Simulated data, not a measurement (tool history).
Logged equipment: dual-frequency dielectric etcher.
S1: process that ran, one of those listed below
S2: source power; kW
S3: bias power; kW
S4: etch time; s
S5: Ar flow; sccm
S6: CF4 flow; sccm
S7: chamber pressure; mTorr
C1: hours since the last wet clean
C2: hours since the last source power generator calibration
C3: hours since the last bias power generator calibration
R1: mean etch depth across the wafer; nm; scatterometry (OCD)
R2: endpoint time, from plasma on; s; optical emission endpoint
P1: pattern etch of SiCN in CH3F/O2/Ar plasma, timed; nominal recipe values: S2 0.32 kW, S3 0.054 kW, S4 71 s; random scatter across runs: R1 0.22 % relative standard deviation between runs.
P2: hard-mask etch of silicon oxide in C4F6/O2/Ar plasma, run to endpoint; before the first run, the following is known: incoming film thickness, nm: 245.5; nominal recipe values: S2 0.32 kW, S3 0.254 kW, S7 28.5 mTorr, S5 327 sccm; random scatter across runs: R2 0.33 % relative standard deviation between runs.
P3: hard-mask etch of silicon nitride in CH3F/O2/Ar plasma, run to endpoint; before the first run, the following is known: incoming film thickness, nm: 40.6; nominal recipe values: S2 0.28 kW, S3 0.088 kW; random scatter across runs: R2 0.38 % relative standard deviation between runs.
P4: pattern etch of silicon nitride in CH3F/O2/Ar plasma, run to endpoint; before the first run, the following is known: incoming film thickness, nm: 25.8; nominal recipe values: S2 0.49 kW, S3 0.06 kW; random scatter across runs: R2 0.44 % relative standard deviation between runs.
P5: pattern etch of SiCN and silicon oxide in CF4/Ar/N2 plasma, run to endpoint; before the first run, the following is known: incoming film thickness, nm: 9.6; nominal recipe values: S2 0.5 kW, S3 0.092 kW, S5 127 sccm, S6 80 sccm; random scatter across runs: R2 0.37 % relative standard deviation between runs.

| run | day | S1 | S2 | S3 | S4 | S5 | S6 | S7 | C1 | C2 | C3 | R1 | R2 |
|---|---|---|---|---|---|---|---|---|---|---|---|---|---|
| 1 | 0.267 | P1 | 0.32 | 0.054 | 71 |  |  |  | 431.6 | 2283.6 | 3477.8 | 22.829 |  |
| 2 | 0.796 | P5 | 0.5 | 0.068 |  | 127 | 80 |  | 444.3 | 2296.3 | 3490.5 |  | 10.56 |
| 3 | 1.204 | P2 | 0.32 | 0.344 |  | 327 |  | 28.5 | 454.1 | 2306.1 | 3500.3 |  | 70.319 |
| 4 | 1.788 | P5 | 0.5 | 0.092 |  | 127 | 80 |  | 468.1 | 2320.1 | 3514.3 |  | 9.5656 |
| 5 | 2.05 | P1 | 0.32 | 0.054 | 71 |  |  |  | 474.4 | 2326.4 | 3520.6 | 22.763 |  |
| 6 | 2.317 | P1 | 0.32 | 0.054 | 71 |  |  |  | 480.8 | 2332.8 | 3527 | 22.75 |  |
| 7 | 2.575 | P3 | 0.38 | 0.088 |  |  |  |  | 487 | 2339 | 3533.2 |  | 55.792 |
| 8 | 3.133 | P1 | 0.32 | 0.054 | 71 |  |  |  | 500.4 | 2352.4 | 3546.6 | 22.89 |  |
| 9 | 3.65 | P4 | 0.49 | 0.06 |  |  |  |  | 512.8 | 2364.8 | 3559 |  | 35.599 |
| 10 | 3.938 | P3 | 0.28 | 0.088 |  |  |  |  | 519.7 | 2371.7 | 3565.9 |  | 62.473 |
| 11 | 4.517 | P1 | 0.21 | 0.054 | 71 |  |  |  | 533.6 | 2385.6 | 3579.8 | 19.38 |  |
| 12 | 4.829 | P2 | 0.45 | 0.254 |  | 327 |  | 28.5 | 541.1 | 2393.1 | 3587.3 |  | 68.128 |
| 13 | 5.288 | P3 | 0.28 | 0.124 |  |  |  |  | 552.1 | 2404.1 | 3598.3 |  | 54.831 |
| 14 | 5.817 | P1 | 0.32 | 0.033 | 71 |  |  |  | 564.8 | 2416.8 | 3611 | 19.548 |  |
| 15 | 6.133 | P3 | 0.28 | 0.088 |  |  |  |  | 572.4 | 2424.4 | 3618.6 |  | 62.411 |
| 16 | 6.675 | P1 | 0.32 | 0.054 | 45 |  |  |  | 585.4 | 2437.4 | 3631.6 | 14.496 |  |
| 17 | 7.038 | P2 | 0.32 | 0.254 |  | 240 |  | 28.5 | 594.1 | 2446.1 | 3640.3 |  | 75.414 |
| 18 | 7.571 | P1 | 0.32 | 0.054 | 71 |  |  |  | 606.9 | 2458.9 | 3653.1 | 22.879 |  |
| 19 | 8.033 | P4 | 0.33 | 0.06 |  |  |  |  | 618 | 2470 | 3664.2 |  | 41.764 |
| 20 | 8.458 | P5 | 0.5 | 0.092 |  | 127 | 109 |  | 628.2 | 2480.2 | 3674.4 |  | 9.1149 |
| 21 | 8.95 | P1 | 0.23 | 0.072 | 71 |  |  |  | 640 | 2492 | 3686.2 | 22.424 |  |
| 22 | 9.333 | P5 | 0.62 | 0.092 |  | 127 | 80 |  | 649.2 | 2501.2 | 3695.4 |  | 7.9397 |
| 23 | 9.625 | P2 | 0.32 | 0.254 |  | 327 |  | 28.5 | 656.2 | 2508.2 | 3702.4 |  | 77.796 |
| 24 | 10.088 | P1 | 0.23 | 0.054 | 91.5 |  |  |  | 667.3 | 2519.3 | 3713.5 | 26.001 |  |
| 25 | 10.467 | P1 | 0.32 | 0.054 | 88 |  |  |  | 676.4 | 2528.4 | 3722.6 | 28.269 |  |
| 26 | 10.967 | P1 | 0.39 | 0.054 | 71 |  |  |  | 688.4 | 2540.4 | 3734.6 | 24.604 |  |
| 27 | 11.421 | P2 | 0.32 | 0.254 |  | 327 |  | 35.5 | 699.3 | 2551.3 | 3745.5 |  | 80.299 |
| 28 | 11.792 | P1 | 0.32 | 0.072 | 71 |  |  |  | 708.2 | 2560.2 | 3754.4 | 25.223 |  |
| 29 | 12.104 | P5 | 0.5 | 0.092 |  | 85 | 80 |  | 715.7 | 2567.7 | 3761.9 |  | 9.0256 |
| 30 | 12.658 | P4 | 0.49 | 0.035 |  |  |  |  | 729 | 2581 | 3775.2 |  | 42.052 |
| 31 | 13.233 | P1 | 0.32 | 0.054 | 71 |  |  |  | 742.8 | 2594.8 | 3789 | 22.696 |  |
| 32 | 13.546 | P1 | 0.32 | 0.054 | 71 |  |  |  | 750.3 | 2602.3 | 3796.5 | 22.833 |  |
| 33 | 13.954 | P1 | 0.32 | 0.054 | 71 |  |  |  | 760.1 | 2612.1 | 3806.3 | 22.866 |  |
| 34 | 14.379 | P1 | 0.32 | 0.054 | 71 |  |  |  | 770.3 | 2622.3 | 3816.5 | 22.949 |  |
| 35 | 14.683 | P1 | 0.32 | 0.054 | 71 |  |  |  | 777.6 | 2629.6 | 3823.8 | 23.013 |  |
| 36 | 15.262 | P1 | 0.32 | 0.054 | 71 |  |  |  | 791.5 | 2643.5 | 3837.7 | 23.092 |  |
| 37 | 15.617 | P1 | 0.32 | 0.054 | 71 |  |  |  | 800 | 2652 | 3846.2 | 23.149 |  |

Run 38 has not been measured yet. What should we expect?
| 38 | 15.908 | P1 | 0.32 | 0.054 | 71 |  |  |  | 807 | 2659 | 3853.2 | ? |  |

R1: 23.107 nm
